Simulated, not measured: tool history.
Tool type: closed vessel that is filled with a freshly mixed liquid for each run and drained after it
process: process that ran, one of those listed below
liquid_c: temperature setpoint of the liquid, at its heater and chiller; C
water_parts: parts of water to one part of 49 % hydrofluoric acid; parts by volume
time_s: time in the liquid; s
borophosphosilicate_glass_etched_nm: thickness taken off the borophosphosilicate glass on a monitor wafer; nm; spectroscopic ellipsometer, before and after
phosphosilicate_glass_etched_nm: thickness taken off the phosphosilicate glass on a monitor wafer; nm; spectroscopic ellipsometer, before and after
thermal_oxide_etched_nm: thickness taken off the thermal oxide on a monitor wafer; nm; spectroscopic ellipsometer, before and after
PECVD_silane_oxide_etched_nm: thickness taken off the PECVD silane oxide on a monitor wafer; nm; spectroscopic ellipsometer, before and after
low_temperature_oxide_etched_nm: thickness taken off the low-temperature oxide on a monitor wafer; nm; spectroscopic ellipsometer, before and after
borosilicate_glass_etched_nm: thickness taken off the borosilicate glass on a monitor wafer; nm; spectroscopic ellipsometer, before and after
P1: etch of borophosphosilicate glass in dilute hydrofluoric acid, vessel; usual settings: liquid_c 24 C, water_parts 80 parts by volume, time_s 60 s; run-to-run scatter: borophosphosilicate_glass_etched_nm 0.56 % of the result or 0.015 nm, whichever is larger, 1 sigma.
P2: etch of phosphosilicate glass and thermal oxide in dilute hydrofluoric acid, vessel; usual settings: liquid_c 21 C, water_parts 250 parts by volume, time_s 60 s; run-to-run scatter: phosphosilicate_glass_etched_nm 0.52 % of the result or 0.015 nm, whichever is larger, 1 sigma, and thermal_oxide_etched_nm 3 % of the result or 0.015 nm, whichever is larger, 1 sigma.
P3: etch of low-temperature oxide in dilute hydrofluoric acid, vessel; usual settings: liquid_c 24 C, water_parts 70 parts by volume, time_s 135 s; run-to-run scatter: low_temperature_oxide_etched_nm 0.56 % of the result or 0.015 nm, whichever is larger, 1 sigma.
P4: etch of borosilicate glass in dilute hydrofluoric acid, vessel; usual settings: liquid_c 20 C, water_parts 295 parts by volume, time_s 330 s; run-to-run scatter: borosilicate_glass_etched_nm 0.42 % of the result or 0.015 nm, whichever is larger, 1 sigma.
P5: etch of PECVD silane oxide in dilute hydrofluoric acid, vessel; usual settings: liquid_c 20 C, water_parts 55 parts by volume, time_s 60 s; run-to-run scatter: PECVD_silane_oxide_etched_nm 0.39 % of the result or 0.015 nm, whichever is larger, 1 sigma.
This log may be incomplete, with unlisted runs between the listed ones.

run     day  process  liquid_c  water_parts  time_s  borophosphosilicate_glass_etched_nm  phosphosilicate_glass_etched_nm  thermal_oxide_etched_nm  PECVD_silane_oxide_etched_nm  low_temperature_oxide_etched_nm  borosilicate_glass_etched_nm
  1   0.696       P1        24           80      60                               42.835
  2   1.117       P1        24           80      60                               42.812
  3   1.675       P1        24           80      30                               21.306
  4   2.292       P1        24           35      60                               104.92
  5   2.667       P2        21          250     115                                                                36.794                    1.782
  6    3.25       P5        20           55      60                                                                                                                       29.732
  7   3.592       P3        24           70     135                                                                                                                                                        21.242
  8   4.088       P5        20           55      30                                                                                                                       14.798
  9   4.646       P1        24           80      60                               42.952
 10   4.996       P1        24           80      60                               42.905
 11    5.75       P3        24           20     135                                                                                                                                                        79.553
 12   6.142       P1        32           80      60                               58.788
 13   6.775       P1      17.5           80      30                                16.33
 14   7.142       P4      27.5          295     330                                                                                                                                                                                      39.119
 15   7.888       P3        24           70     135                                                                                                                                                        21.345
 16   8.417       P3        24           70      30                                                                                                                                                        4.7124
 17   8.892       P4        20          295     330                                                                                                                                                                                      30.286
 18   9.529       P1        24           80      60                               43.203
 19   9.896       P4        20          295     665                                                                                                                                                                                      60.423
 20  10.233       P4        20          540     330                                                                                                                                                                                      13.427
 21  10.946       P1        24           80      60                               43.249
 22  11.292       P2        21          250      60                                                                19.307                   0.8731
 23  11.696       P4        20          295     330                                                                                                                                                                                      30.136
 24  12.454       P5        20           55      60                                                                                                                       29.609
 25  13.162       P3        17           70     135                                                                                                                                                        15.818
 26  13.792       P1        24          125      30                               13.023
 27  14.375       P1        18           80      60                               33.723
 28  14.812       P2        21           55      60                                                                108.35                   4.9845
 29  15.492       P5        20           80      60                                                                                                                       19.862
 30  16.033       P5        17           55      60                                                                                                                       26.042
 31  16.421       P1        24           80     120                               85.828
 32  16.875       P1        24           80      60                               42.731
 33  17.233       P1        24          120      60                               27.457
 34  17.996       P2        27          250      60                                                                23.849                   1.1706
 35  18.408       P1        24           80      60                               42.796
 36  19.054       P1        24           80      60                               44.608
 37  19.438       P1        24           80      60                               45.204
 38  20.167       P1        24           80      60                               45.666
 39  20.829       P1        24           80      60                               46.044
 40  21.171       P1        24           80      60                               46.143
 41  21.692       P1        24           80      60                               46.236
 42  22.229       P1        24           80      60                               46.552
 43  22.696       P1        24           80      60                               46.368
 44  23.204       P1        24           80      60                               46.163
 45  23.925       P1        24           80      60                               46.843

P1 has crept away from where it was. The log is fitted equally well by each of these 2 causes, at the sizes shown:
A: liquid hotter than its thermometer reads (K) = 2.06
B: hydrofluoric acid flow above the setpoint (%) = 7.75
At approximately day 18.408, the process output began to creep.

Which of the 4 check runs listed below separates the causes, so that each cause would produce a clearly different result? Each run uses one wafer, and its results are marked with question marks.
check 1  24.646       P5        20           75      60                                                                                                                            ?
check 2  24.646       P3        17           70     135                                                                                                                                                             ?
check 3  24.646       P2        26          125      60                                                                     ?                        ?
check 4  24.646       P4        20          495     330                                                                                                                                                                                           ?

Check results expected under each cause:
  check                           result    if A    if B
check 1     PECVD_silane_oxide_etched_nm  23.122   23.02
check 2  low_temperature_oxide_etched_nm  17.337  17.205
check 3  phosphosilicate_glass_etched_nm  57.641  58.105
check 3          thermal_oxide_etched_nm  2.7086  2.7304
check 4     borosilicate_glass_etched_nm  16.223  16.804
How far apart the two closest causes lie, in the result that separates them most: check 1 0.44 %; check 2 0.77 %; check 3 0.8 %; check 4 3.52 %
Only check 4 tells the causes apart: in the others they would give nearly the same result.

Check 4 was then run and gave: borosilicate_glass_etched_nm 16.286 nm. Which cause is it?

It was cause A: liquid hotter than its thermometer reads (K).

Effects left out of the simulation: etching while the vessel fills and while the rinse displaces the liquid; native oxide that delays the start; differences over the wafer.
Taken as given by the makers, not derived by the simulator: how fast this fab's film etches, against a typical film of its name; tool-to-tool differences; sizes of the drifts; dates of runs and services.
